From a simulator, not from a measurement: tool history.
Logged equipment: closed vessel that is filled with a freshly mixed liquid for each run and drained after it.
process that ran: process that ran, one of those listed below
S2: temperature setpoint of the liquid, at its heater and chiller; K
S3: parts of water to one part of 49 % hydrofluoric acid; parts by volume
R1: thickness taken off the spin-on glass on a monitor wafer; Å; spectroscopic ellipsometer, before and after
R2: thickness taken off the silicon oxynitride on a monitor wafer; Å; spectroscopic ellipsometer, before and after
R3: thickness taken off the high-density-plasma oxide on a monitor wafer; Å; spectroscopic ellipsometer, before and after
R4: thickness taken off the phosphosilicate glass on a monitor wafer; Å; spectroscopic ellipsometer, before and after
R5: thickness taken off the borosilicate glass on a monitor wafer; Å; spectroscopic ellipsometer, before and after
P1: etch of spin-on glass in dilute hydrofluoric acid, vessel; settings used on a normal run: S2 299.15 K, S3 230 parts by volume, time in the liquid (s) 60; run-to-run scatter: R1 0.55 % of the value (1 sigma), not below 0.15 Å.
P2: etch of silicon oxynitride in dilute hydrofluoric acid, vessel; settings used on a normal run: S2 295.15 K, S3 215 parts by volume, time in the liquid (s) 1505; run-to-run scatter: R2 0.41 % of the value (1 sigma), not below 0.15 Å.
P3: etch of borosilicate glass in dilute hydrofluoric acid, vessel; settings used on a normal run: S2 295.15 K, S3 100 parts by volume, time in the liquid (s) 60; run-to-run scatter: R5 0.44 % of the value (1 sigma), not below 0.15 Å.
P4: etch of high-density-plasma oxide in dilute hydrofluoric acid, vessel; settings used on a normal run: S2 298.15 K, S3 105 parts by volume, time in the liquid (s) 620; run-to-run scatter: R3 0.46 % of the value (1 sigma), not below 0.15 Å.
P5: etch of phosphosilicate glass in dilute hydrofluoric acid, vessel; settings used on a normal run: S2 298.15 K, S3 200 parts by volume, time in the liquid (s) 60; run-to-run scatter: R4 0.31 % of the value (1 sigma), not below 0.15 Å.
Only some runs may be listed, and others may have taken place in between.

run 1 day=0.412 | process_that_ran=P1 S2=299.15 S3=230 time_in_the_liquid_(s)=60 | R1=120.440
run 2 day=0.758 | process_that_ran=P1 S2=299.15 S3=230 time_in_the_liquid_(s)=60 | R1=120.180
run 3 day=1.150 | process_that_ran=P2 S2=295.15 S3=215 time_in_the_liquid_(s)=1505 | R2=137.650
run 4 day=1.433 | process_that_ran=P4 S2=298.15 S3=105 time_in_the_liquid_(s)=1155 | R3=821.89
run 5 day=1.779 | process_that_ran=P1 S2=299.15 S3=230 time_in_the_liquid_(s)=60 | R1=120.810
run 6 day=2.121 | process_that_ran=P5 S2=298.15 S3=200 time_in_the_liquid_(s)=30 | R4=123.68
run 7 day=2.496 | process_that_ran=P1 S2=299.15 S3=340 time_in_the_liquid_(s)=60 | R1=73.358
run 8 day=2.738 | process_that_ran=P4 S2=292.65 S3=105 time_in_the_liquid_(s)=620 | R3=356.30
run 9 day=3.008 | process_that_ran=P1 S2=294.15 S3=230 time_in_the_liquid_(s)=60 | R1=100.190
run 10 day=3.342 | process_that_ran=P4 S2=298.15 S3=105 time_in_the_liquid_(s)=620 | R3=441.45
run 11 day=3.579 | process_that_ran=P1 S2=299.15 S3=330 time_in_the_liquid_(s)=85 | R1=107.450
run 12 day=3.892 | process_that_ran=P1 S2=299.15 S3=230 time_in_the_liquid_(s)=115 | R1=229.540
run 13 day=4.171 | process_that_ran=P3 S2=295.15 S3=100 time_in_the_liquid_(s)=60 | R5=175.430
run 14 day=4.475 | process_that_ran=P1 S2=299.15 S3=230 time_in_the_liquid_(s)=60 | R1=119.710
run 15 day=4.767 | process_that_ran=P5 S2=298.15 S3=200 time_in_the_liquid_(s)=60 | R4=245.68
run 16 day=4.975 | process_that_ran=P1 S2=299.15 S3=230 time_in_the_liquid_(s)=60 | R1=120.870
run 17 day=5.388 | process_that_ran=P1 S2=303.15 S3=230 time_in_the_liquid_(s)=60 | R1=138.350
run 18 day=5.583 | process_that_ran=P5 S2=291.65 S3=200 time_in_the_liquid_(s)=60 | R4=192.78
run 19 day=5.917 | process_that_ran=P2 S2=295.15 S3=215 time_in_the_liquid_(s)=1505 | R2=137.190
run 20 day=6.238 | process_that_ran=P2 S2=295.15 S3=40 time_in_the_liquid_(s)=1505 | R2=847.750
run 21 day=6.450 | process_that_ran=P3 S2=295.15 S3=180 time_in_the_liquid_(s)=60 | R5=88.666
run 22 day=6.662 | process_that_ran=P3 S2=299.15 S3=100 time_in_the_liquid_(s)=60 | R5=205.900
run 23 day=6.933 | process_that_ran=P1 S2=305.15 S3=230 time_in_the_liquid_(s)=105 | R1=260.820
run 24 day=7.129 | process_that_ran=P4 S2=298.15 S3=185 time_in_the_liquid_(s)=620 | R3=228.54
run 25 day=7.362 | process_that_ran=P2 S2=295.15 S3=215 time_in_the_liquid_(s)=690 | R2=63.725
run 26 day=7.733 | process_that_ran=P2 S2=290.15 S3=215 time_in_the_liquid_(s)=1505 | R2=109.610
run 27 day=8.000 | process_that_ran=P1 S2=299.15 S3=230 time_in_the_liquid_(s)=30 | R1=60.029
run 28 day=8.229 | process_that_ran=P1 S2=299.15 S3=95 time_in_the_liquid_(s)=60 | R1=342.490
run 29 day=8.496 | process_that_ran=P3 S2=295.15 S3=100 time_in_the_liquid_(s)=85 | R5=249.230
run 30 day=8.829 | process_that_ran=P5 S2=298.15 S3=200 time_in_the_liquid_(s)=60 | R4=247.25

Run 31 comes next. What will it give?
run 31 day=9.042 | process_that_ran=P5 S2=298.15 S3=85 time_in_the_liquid_(s)=60 | R4=?

Run 31 produced R4 665.35 Å.
